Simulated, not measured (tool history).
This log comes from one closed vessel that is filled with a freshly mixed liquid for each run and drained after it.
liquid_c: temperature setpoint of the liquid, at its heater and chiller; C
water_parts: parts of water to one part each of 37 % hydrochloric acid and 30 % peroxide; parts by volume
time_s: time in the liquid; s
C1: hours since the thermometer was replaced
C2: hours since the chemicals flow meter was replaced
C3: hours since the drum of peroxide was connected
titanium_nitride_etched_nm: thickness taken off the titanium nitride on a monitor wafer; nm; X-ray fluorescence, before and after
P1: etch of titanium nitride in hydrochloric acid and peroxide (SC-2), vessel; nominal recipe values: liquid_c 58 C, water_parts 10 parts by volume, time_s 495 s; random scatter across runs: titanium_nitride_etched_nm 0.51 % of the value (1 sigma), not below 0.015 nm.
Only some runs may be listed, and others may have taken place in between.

{"run": 1, "day": 0.421, "liquid_c": 58, "water_parts": 10, "time_s": 495, "C1": 1361.3, "C2": 230.5, "C3": 264.6, "titanium_nitride_etched_nm": 22.346}
{"run": 2, "day": 0.925, "liquid_c": 58, "water_parts": 14, "time_s": 260, "C1": 1373.4, "C2": 242.6, "C3": 276.7, "titanium_nitride_etched_nm": 8.8459}
{"run": 3, "day": 1.571, "liquid_c": 42, "water_parts": 10, "time_s": 495, "C1": 1388.9, "C2": 258.1, "C3": 292.2, "titanium_nitride_etched_nm": 7.5731}
{"run": 4, "day": 1.971, "liquid_c": 58, "water_parts": 10, "time_s": 225, "C1": 1398.5, "C2": 267.7, "C3": 301.8, "titanium_nitride_etched_nm": 10.106}
{"day": 2.15, "done": "thermometer replaced"}
{"run": 5, "day": 2.542, "liquid_c": 58, "water_parts": 10, "time_s": 495, "C1": 9.4, "C2": 281.4, "C3": 315.5, "titanium_nitride_etched_nm": 22.005}
{"day": 2.688, "done": "new drum of peroxide connected"}
{"run": 6, "day": 3.275, "liquid_c": 58, "water_parts": 17.5, "time_s": 495, "C1": 27, "C2": 299, "C3": 14.1, "titanium_nitride_etched_nm": 13.516}
{"run": 7, "day": 4.004, "liquid_c": 58, "water_parts": 4, "time_s": 495, "C1": 44.5, "C2": 316.5, "C3": 31.6, "titanium_nitride_etched_nm": 43.847}
{"run": 8, "day": 4.562, "liquid_c": 58, "water_parts": 10, "time_s": 920, "C1": 57.9, "C2": 329.9, "C3": 45, "titanium_nitride_etched_nm": 41.336}
{"run": 9, "day": 4.925, "liquid_c": 58, "water_parts": 10, "time_s": 495, "C1": 66.6, "C2": 338.6, "C3": 53.7, "titanium_nitride_etched_nm": 21.994}
{"run": 10, "day": 5.588, "liquid_c": 58, "water_parts": 10, "time_s": 495, "C1": 82.5, "C2": 354.5, "C3": 69.6, "titanium_nitride_etched_nm": 21.988}
{"run": 11, "day": 6.329, "liquid_c": 71, "water_parts": 10, "time_s": 495, "C1": 100.3, "C2": 372.3, "C3": 87.4, "titanium_nitride_etched_nm": 49.029}
{"run": 12, "day": 6.967, "liquid_c": 58, "water_parts": 10, "time_s": 495, "C1": 115.6, "C2": 387.6, "C3": 102.7, "titanium_nitride_etched_nm": 22.129}
{"run": 13, "day": 7.738, "liquid_c": 58, "water_parts": 10, "time_s": 495, "C1": 134.1, "C2": 406.1, "C3": 121.2, "titanium_nitride_etched_nm": 22.27}
{"run": 14, "day": 8.158, "liquid_c": 58, "water_parts": 10, "time_s": 495, "C1": 144.2, "C2": 416.2, "C3": 131.3, "titanium_nitride_etched_nm": 22.159}
{"run": 15, "day": 8.629, "liquid_c": 58, "water_parts": 10, "time_s": 495, "C1": 155.5, "C2": 427.5, "C3": 142.6, "titanium_nitride_etched_nm": 22.666}
{"run": 16, "day": 9.425, "liquid_c": 58, "water_parts": 10, "time_s": 495, "C1": 174.6, "C2": 446.6, "C3": 161.7, "titanium_nitride_etched_nm": 23.026}
{"run": 17, "day": 10.021, "liquid_c": 58, "water_parts": 10, "time_s": 495, "C1": 188.9, "C2": 460.9, "C3": 176, "titanium_nitride_etched_nm": 23.382}
{"run": 18, "day": 10.779, "liquid_c": 58, "water_parts": 10, "time_s": 495, "C1": 207.1, "C2": 479.1, "C3": 194.2, "titanium_nitride_etched_nm": 23.721}
{"run": 19, "day": 11.346, "liquid_c": 58, "water_parts": 10, "time_s": 495, "C1": 220.7, "C2": 492.7, "C3": 207.8, "titanium_nitride_etched_nm": 23.884}
{"run": 20, "day": 11.996, "liquid_c": 58, "water_parts": 10, "time_s": 495, "C1": 236.3, "C2": 508.3, "C3": 223.4, "titanium_nitride_etched_nm": 23.708}
{"run": 21, "day": 12.792, "liquid_c": 58, "water_parts": 10, "time_s": 495, "C1": 255.4, "C2": 527.4, "C3": 242.5, "titanium_nitride_etched_nm": 23.944}
{"run": 22, "day": 13.504, "liquid_c": 58, "water_parts": 10, "time_s": 495, "C1": 272.5, "C2": 544.5, "C3": 259.6, "titanium_nitride_etched_nm": 23.793}

What P1 gives has crept off from where it sat before. The 2 causes that follow fit the log equally well, each at the size noted:
A: chemicals flow above the setpoint (%) = 8.88
B: liquid hotter than its thermometer reads (K) = 1.12
The creep began at about day 8.158.
Excluded causes, each with its reason:
peroxide weaker than its label (%): limited to 8, which would change titanium_nitride_etched_nm by -7.4 %, either short of the creep or opposite in sign

Which of the check runs below tells the causes apart, meaning the causes would give it clearly different results? Each run uses 3 wafers whose results are averaged, and each result is shown as a question mark.
{"run": "check 1", "day": 14.217, "liquid_c": 58, "water_parts": 16.5, "time_s": 495, "titanium_nitride_etched_nm": "?"}
{"run": "check 2", "day": 14.217, "liquid_c": 43.5, "water_parts": 4, "time_s": 495, "titanium_nitride_etched_nm": "?"}
{"run": "check 3", "day": 14.217, "liquid_c": 46.5, "water_parts": 10, "time_s": 850, "titanium_nitride_etched_nm": "?"}
{"run": "check 4", "day": 14.217, "liquid_c": 70.5, "water_parts": 10, "time_s": 295, "titanium_nitride_etched_nm": "?"}

If the cause were each of the candidates in turn, the checks would give the following:
check=check_1 result=titanium_nitride_etched_nm if_A=15.519 if_B=15.447
check=check_2 result=titanium_nitride_etched_nm if_A=17.914 if_B=18.306
check=check_3 result=titanium_nitride_etched_nm if_A=19.184 if_B=19.292
check=check_4 result=titanium_nitride_etched_nm if_A=30.479 if_B=30.339
Per-check spread between the two closest causes, in the result where they differ most: check 1 0.47 %; check 2 2.16 %; check 3 0.56 %; check 4 0.46 %
Only in check 2 would the causes give clearly different results; in the remaining checks their results would be nearly the same.

Running check 2 produced the following: titanium_nitride_etched_nm 17.914 nm. Which one of the listed causes fits?

It is A: chemicals flow above the setpoint (%).

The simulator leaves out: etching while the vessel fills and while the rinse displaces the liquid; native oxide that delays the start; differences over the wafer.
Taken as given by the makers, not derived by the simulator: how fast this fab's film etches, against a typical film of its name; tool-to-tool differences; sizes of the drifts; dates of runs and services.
